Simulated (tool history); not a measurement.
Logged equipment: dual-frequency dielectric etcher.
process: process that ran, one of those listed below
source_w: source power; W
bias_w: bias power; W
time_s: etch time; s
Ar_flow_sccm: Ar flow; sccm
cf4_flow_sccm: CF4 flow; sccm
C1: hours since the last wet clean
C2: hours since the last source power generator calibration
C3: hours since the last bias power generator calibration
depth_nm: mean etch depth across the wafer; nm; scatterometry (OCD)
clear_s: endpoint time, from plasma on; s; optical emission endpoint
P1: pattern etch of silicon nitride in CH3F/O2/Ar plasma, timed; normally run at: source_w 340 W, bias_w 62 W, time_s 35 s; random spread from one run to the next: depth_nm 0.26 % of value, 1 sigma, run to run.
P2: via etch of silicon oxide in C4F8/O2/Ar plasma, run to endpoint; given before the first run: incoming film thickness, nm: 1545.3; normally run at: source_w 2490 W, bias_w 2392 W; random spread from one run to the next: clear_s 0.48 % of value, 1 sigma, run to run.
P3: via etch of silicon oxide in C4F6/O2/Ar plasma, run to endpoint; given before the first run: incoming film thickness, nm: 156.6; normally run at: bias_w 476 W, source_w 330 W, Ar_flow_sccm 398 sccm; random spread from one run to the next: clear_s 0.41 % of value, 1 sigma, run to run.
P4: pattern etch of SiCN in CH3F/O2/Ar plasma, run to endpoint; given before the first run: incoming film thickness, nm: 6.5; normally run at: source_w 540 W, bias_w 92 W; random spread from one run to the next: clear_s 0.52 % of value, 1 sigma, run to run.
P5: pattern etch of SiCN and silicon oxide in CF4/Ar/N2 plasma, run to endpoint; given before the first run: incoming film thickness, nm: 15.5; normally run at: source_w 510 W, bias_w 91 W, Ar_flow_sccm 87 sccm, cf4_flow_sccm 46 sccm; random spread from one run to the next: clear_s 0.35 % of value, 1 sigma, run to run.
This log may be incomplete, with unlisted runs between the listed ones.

{"run": 1, "hour": 8.9, "process": "P1", "source_w": 340, "bias_w": 62, "time_s": 35, "C1": 281.4, "C2": 368.4, "C3": 1239, "depth_nm": 21.392}
{"run": 2, "hour": 18.1, "process": "P4", "source_w": 540, "bias_w": 92, "C1": 290.6, "C2": 377.6, "C3": 1248.2, "clear_s": 14.313}
{"run": 3, "hour": 22.6, "process": "P1", "source_w": 340, "bias_w": 62, "time_s": 26, "C1": 295.1, "C2": 382.1, "C3": 1252.7, "depth_nm": 15.995}
{"run": 4, "hour": 30.3, "process": "P1", "source_w": 340, "bias_w": 62, "time_s": 35, "C1": 302.8, "C2": 389.8, "C3": 1260.4, "depth_nm": 21.491}
{"run": 5, "hour": 34.8, "process": "P1", "source_w": 340, "bias_w": 87, "time_s": 35, "C1": 307.3, "C2": 394.3, "C3": 1264.9, "depth_nm": 24.151}
{"run": 6, "hour": 40.0, "process": "P1", "source_w": 250, "bias_w": 37, "time_s": 35, "C1": 312.5, "C2": 399.5, "C3": 1270.1, "depth_nm": 16.132}
{"hour": 43.3, "done": "source power generator calibrated"}
{"run": 7, "hour": 45.5, "process": "P5", "source_w": 510, "bias_w": 91, "Ar_flow_sccm": 87, "cf4_flow_sccm": 46, "C1": 318, "C2": 2.2, "C3": 1275.6, "clear_s": 15.912}
{"run": 8, "hour": 50.0, "process": "P4", "source_w": 540, "bias_w": 64, "C1": 322.5, "C2": 6.7, "C3": 1280.1, "clear_s": 16.214}
{"run": 9, "hour": 58.4, "process": "P1", "source_w": 340, "bias_w": 45, "time_s": 35, "C1": 330.9, "C2": 15.1, "C3": 1288.5, "depth_nm": 19.379}
{"run": 10, "hour": 65.0, "process": "P1", "source_w": 410, "bias_w": 51, "time_s": 35, "C1": 337.5, "C2": 21.7, "C3": 1295.1, "depth_nm": 21.624}
{"run": 11, "hour": 69.9, "process": "P1", "source_w": 340, "bias_w": 62, "time_s": 35, "C1": 342.4, "C2": 26.6, "C3": 1300, "depth_nm": 21.495}
{"run": 12, "hour": 76.1, "process": "P1", "source_w": 470, "bias_w": 62, "time_s": 35, "C1": 348.6, "C2": 32.8, "C3": 1306.2, "depth_nm": 24.239}
{"run": 13, "hour": 80.4, "process": "P1", "source_w": 340, "bias_w": 62, "time_s": 52, "C1": 352.9, "C2": 37.1, "C3": 1310.5, "depth_nm": 31.867}
{"run": 14, "hour": 86.3, "process": "P1", "source_w": 340, "bias_w": 62, "time_s": 35, "C1": 358.8, "C2": 43, "C3": 1316.4, "depth_nm": 21.417}
{"run": 15, "hour": 92.9, "process": "P2", "source_w": 1910, "bias_w": 2392, "C1": 365.4, "C2": 49.6, "C3": 1323, "clear_s": 295.85}
{"run": 16, "hour": 99.3, "process": "P1", "source_w": 340, "bias_w": 62, "time_s": 35, "C1": 371.8, "C2": 56, "C3": 1329.4, "depth_nm": 21.434}
{"run": 17, "hour": 103.9, "process": "P5", "source_w": 510, "bias_w": 91, "Ar_flow_sccm": 87, "cf4_flow_sccm": 46, "C1": 376.4, "C2": 60.6, "C3": 1334, "clear_s": 15.857}
{"run": 18, "hour": 112.9, "process": "P5", "source_w": 510, "bias_w": 91, "Ar_flow_sccm": 87, "cf4_flow_sccm": 61, "C1": 385.4, "C2": 69.6, "C3": 1343, "clear_s": 15.232}
{"run": 19, "hour": 119.4, "process": "P5", "source_w": 700, "bias_w": 91, "Ar_flow_sccm": 87, "cf4_flow_sccm": 46, "C1": 391.9, "C2": 76.1, "C3": 1349.5, "clear_s": 12.012}
{"run": 20, "hour": 128.1, "process": "P5", "source_w": 510, "bias_w": 59, "Ar_flow_sccm": 87, "cf4_flow_sccm": 46, "C1": 400.6, "C2": 84.8, "C3": 1358.2, "clear_s": 18.465}
{"run": 21, "hour": 133.8, "process": "P1", "source_w": 340, "bias_w": 62, "time_s": 35, "C1": 406.3, "C2": 90.5, "C3": 1363.9, "depth_nm": 21.359}
{"run": 22, "hour": 142.9, "process": "P2", "source_w": 2490, "bias_w": 2392, "C1": 415.4, "C2": 99.6, "C3": 1373, "clear_s": 262.49}
{"run": 23, "hour": 152.2, "process": "P3", "source_w": 330, "bias_w": 476, "Ar_flow_sccm": 398, "C1": 424.7, "C2": 108.9, "C3": 1382.3, "clear_s": 39.852}
{"run": 24, "hour": 156.5, "process": "P3", "source_w": 330, "bias_w": 476, "Ar_flow_sccm": 398, "C1": 429, "C2": 113.2, "C3": 1386.6, "clear_s": 39.697}
{"run": 25, "hour": 162.0, "process": "P5", "source_w": 510, "bias_w": 91, "Ar_flow_sccm": 113, "cf4_flow_sccm": 46, "C1": 434.5, "C2": 118.7, "C3": 1392.1, "clear_s": 16.514}
{"run": 26, "hour": 167.6, "process": "P3", "source_w": 330, "bias_w": 476, "Ar_flow_sccm": 263, "C1": 440.1, "C2": 124.3, "C3": 1397.7, "clear_s": 38.143}
{"run": 27, "hour": 174.8, "process": "P2", "source_w": 2490, "bias_w": 2392, "C1": 447.3, "C2": 131.5, "C3": 1404.9, "clear_s": 267.73}
{"run": 28, "hour": 182.2, "process": "P4", "source_w": 760, "bias_w": 92, "C1": 454.7, "C2": 138.9, "C3": 1412.3, "clear_s": 12.602}
{"run": 29, "hour": 188.3, "process": "P3", "source_w": 330, "bias_w": 670, "Ar_flow_sccm": 398, "C1": 460.8, "C2": 145, "C3": 1418.4, "clear_s": 34.857}
{"run": 30, "hour": 193.7, "process": "P1", "source_w": 280, "bias_w": 74, "time_s": 35, "C1": 466.2, "C2": 150.4, "C3": 1423.8, "depth_nm": 21.145}
{"run": 31, "hour": 199.3, "process": "P3", "source_w": 440, "bias_w": 476, "Ar_flow_sccm": 398, "C1": 471.8, "C2": 156, "C3": 1429.4, "clear_s": 35.724}
{"run": 32, "hour": 206.3, "process": "P2", "source_w": 2490, "bias_w": 1534, "C1": 478.8, "C2": 163, "C3": 1436.4, "clear_s": 300.26}
{"run": 33, "hour": 213.4, "process": "P1", "source_w": 230, "bias_w": 62, "time_s": 35, "C1": 485.9, "C2": 170.1, "C3": 1443.5, "depth_nm": 18.532}
{"run": 34, "hour": 222.1, "process": "P1", "source_w": 340, "bias_w": 62, "time_s": 35, "C1": 494.6, "C2": 178.8, "C3": 1452.2, "depth_nm": 21.418}
{"run": 35, "hour": 231.4, "process": "P1", "source_w": 340, "bias_w": 62, "time_s": 35, "C1": 503.9, "C2": 188.1, "C3": 1461.5, "depth_nm": 21.672}
{"run": 36, "hour": 235.9, "process": "P1", "source_w": 340, "bias_w": 62, "time_s": 35, "C1": 508.4, "C2": 192.6, "C3": 1466, "depth_nm": 21.603}
{"run": 37, "hour": 241.8, "process": "P1", "source_w": 340, "bias_w": 62, "time_s": 35, "C1": 514.3, "C2": 198.5, "C3": 1471.9, "depth_nm": 21.713}
{"run": 38, "hour": 249.0, "process": "P1", "source_w": 340, "bias_w": 62, "time_s": 35, "C1": 521.5, "C2": 205.7, "C3": 1479.1, "depth_nm": 21.784}
{"hour": 253.1, "done": "wet clean of the chamber"}
{"run": 39, "hour": 256.2, "process": "P1", "source_w": 340, "bias_w": 62, "time_s": 35, "C1": 3.1, "C2": 212.9, "C3": 1486.3, "depth_nm": 21.796}
{"run": 40, "hour": 260.4, "process": "P1", "source_w": 340, "bias_w": 62, "time_s": 35, "C1": 7.3, "C2": 217.1, "C3": 1490.5, "depth_nm": 21.715}
{"run": 41, "hour": 266.4, "process": "P1", "source_w": 340, "bias_w": 62, "time_s": 35, "C1": 13.3, "C2": 223.1, "C3": 1496.5, "depth_nm": 21.819}

Run 42 comes next. What will it give?
{"run": 42, "hour": 271.3, "process": "P1", "source_w": 340, "bias_w": 62, "time_s": 35, "C1": 18.2, "C2": 228, "C3": 1501.4, "depth_nm": "?"}

{"run 42": {"depth_nm": 21.772}}
